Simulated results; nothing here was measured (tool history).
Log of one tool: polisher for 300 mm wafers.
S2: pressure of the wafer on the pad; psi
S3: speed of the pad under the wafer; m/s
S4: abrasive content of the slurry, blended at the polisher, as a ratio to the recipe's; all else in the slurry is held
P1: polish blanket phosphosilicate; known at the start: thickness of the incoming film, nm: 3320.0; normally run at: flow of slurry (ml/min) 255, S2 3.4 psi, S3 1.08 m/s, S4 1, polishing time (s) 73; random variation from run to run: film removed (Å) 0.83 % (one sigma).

Run 1, hour 6.9: flow of slurry (ml/min) 255, S2 3.4 psi, S3 1.08 m/s, S4 1, polishing time (s) 73. Result: film removed (Å) 7080.6.
Run 2, hour 12.3: flow of slurry (ml/min) 255, S2 3.4 psi, S3 1.08 m/s, S4 1, polishing time (s) 33. Result: film removed (Å) 3223.2.
Run 3, hour 18.9: flow of slurry (ml/min) 255, S2 3.4 psi, S3 1.08 m/s, S4 0.6, polishing time (s) 73. Result: film removed (Å) 5571.2.
Run 4, hour 26.1: flow of slurry (ml/min) 155, S2 3.4 psi, S3 1.08 m/s, S4 1, polishing time (s) 73. Result: film removed (Å) 6667.2.
Run 5, hour 33.2: flow of slurry (ml/min) 255, S2 3.4 psi, S3 0.48 m/s, S4 1, polishing time (s) 73. Result: film removed (Å) 3720.
Run 6, hour 39.3: flow of slurry (ml/min) 255, S2 3.4 psi, S3 1.08 m/s, S4 1, polishing time (s) 73. Result: film removed (Å) 7090.5.
Run 7, hour 43.3: flow of slurry (ml/min) 255, S2 3.4 psi, S3 1.08 m/s, S4 1, polishing time (s) 73. Result: film removed (Å) 7184.1.
At hour 50.5: slurry blender recalibrated.
Run 8, hour 50.5: flow of slurry (ml/min) 355, S2 3.4 psi, S3 1.08 m/s, S4 1.3, polishing time (s) 73. Result: film removed (Å) 8212.3.
Run 9, hour 55.4: flow of slurry (ml/min) 255, S2 2.5 psi, S3 1.08 m/s, S4 1, polishing time (s) 73. Result: film removed (Å) 5182.4.
Run 10, hour 60.1: flow of slurry (ml/min) 255, S2 3.4 psi, S3 1.08 m/s, S4 1, polishing time (s) 73. Result: film removed (Å) 7091.4.
Run 11, hour 66.8: flow of slurry (ml/min) 365, S2 3.4 psi, S3 1.08 m/s, S4 1, polishing time (s) 73. Result: film removed (Å) 7418.6.
Run 12, hour 74: flow of slurry (ml/min) 255, S2 3.4 psi, S3 1.66 m/s, S4 1, polishing time (s) 73. Result: film removed (Å) 10059.
Run 13, hour 80.5: flow of slurry (ml/min) 255, S2 4.9 psi, S3 1.08 m/s, S4 1, polishing time (s) 73. Result: film removed (Å) 10306.
Run 14, hour 83.8: flow of slurry (ml/min) 255, S2 3.4 psi, S3 1.08 m/s, S4 1, polishing time (s) 103. Result: film removed (Å) 10008.
Run 15, hour 87.2: flow of slurry (ml/min) 255, S2 3.4 psi, S3 1.08 m/s, S4 1.35, polishing time (s) 73. Result: film removed (Å) 8190.3.
Run 16, hour 91.8: flow of slurry (ml/min) 255, S2 3.4 psi, S3 1.08 m/s, S4 1, polishing time (s) 73. Result: film removed (Å) 7143.1.
Run 17, hour 95.5: flow of slurry (ml/min) 255, S2 3.4 psi, S3 1.08 m/s, S4 1, polishing time (s) 73. Result: film removed (Å) 6849.7.
Run 18, hour 99.7: flow of slurry (ml/min) 255, S2 3.4 psi, S3 1.08 m/s, S4 1, polishing time (s) 73. Result: film removed (Å) 6697.6.
Run 19, hour 106.4: flow of slurry (ml/min) 255, S2 3.4 psi, S3 1.08 m/s, S4 1, polishing time (s) 73. Result: film removed (Å) 6567.4.
At hour 109.4: worn pad replaced by a new one.
At hour 109.4: conditioning disc replaced and pad reconditioned.
Run 20, hour 110.8: flow of slurry (ml/min) 255, S2 3.4 psi, S3 1.08 m/s, S4 1, polishing time (s) 73. Result: film removed (Å) 6570.6.
At hour 111.6: slurry nozzle cleaned.
Run 21, hour 115.8: flow of slurry (ml/min) 255, S2 3.4 psi, S3 1.08 m/s, S4 1, polishing time (s) 73. Result: film removed (Å) 6420.6.
Run 22, hour 122.6: flow of slurry (ml/min) 255, S2 3.4 psi, S3 1.08 m/s, S4 1, polishing time (s) 73. Result: film removed (Å) 6438.7.
Run 23, hour 126.7: flow of slurry (ml/min) 255, S2 3.4 psi, S3 1.08 m/s, S4 1, polishing time (s) 73. Result: film removed (Å) 6375.7.

What P1 gives has crept away from where it was. These 2 causes fit the log equally well, each at the size given:
A: abrasive missing from the slurry, % = 19.5
B: head's pressure below its setpoint, % = 9.92
The creep began at about hour 91.8.
Why every other cause is out:
removal rate lost through wear of the pad, %: serviced at hour 109.4, which brought nothing back
slurry flow missing at the pad, %: serviced at hour 111.6, which brought nothing back
time polished since the conditioner stopped cutting, s: serviced at hour 109.4, which brought nothing back

4 check runs are offered, each on 5 wafers whose results are averaged, their results left as question marks. Which one tells the causes apart?
Run check 1, hour 130.8: flow of slurry (ml/min) 255, S2 3.4 psi, S3 0.78 m/s, S4 0.6, polishing time (s) 73. Result: film removed (Å) ?.
Run check 2, hour 130.8: flow of slurry (ml/min) 255, S2 3.4 psi, S3 1.66 m/s, S4 1, polishing time (s) 33. Result: film removed (Å) ?.
Run check 3, hour 130.8: flow of slurry (ml/min) 155, S2 4.9 psi, S3 1.08 m/s, S4 1, polishing time (s) 73. Result: film removed (Å) ?.
Run check 4, hour 130.8: flow of slurry (ml/min) 255, S2 3.4 psi, S3 0.78 m/s, S4 1, polishing time (s) 73. Result: film removed (Å) ?.

What each check would give under each cause:
  check            result    if A    if B
check 1  film removed (Å)  3700.7  3803.1
check 2  film removed (Å)  4099.2  4099.1
check 3  film removed (Å)  8666.9  8666.8
check 4  film removed (Å)  4955.6  4955.5
How far apart the two closest causes lie, in the result that separates them most: check 1 2.73 %; check 2 0 %; check 3 0 %; check 4 0 %
Only check 1 tells the causes apart: in the others they would give nearly the same result.

Then check 1 was run and gave: film removed (Å) 3815.6. Which cause is it?

It is B: head's pressure below its setpoint, %.
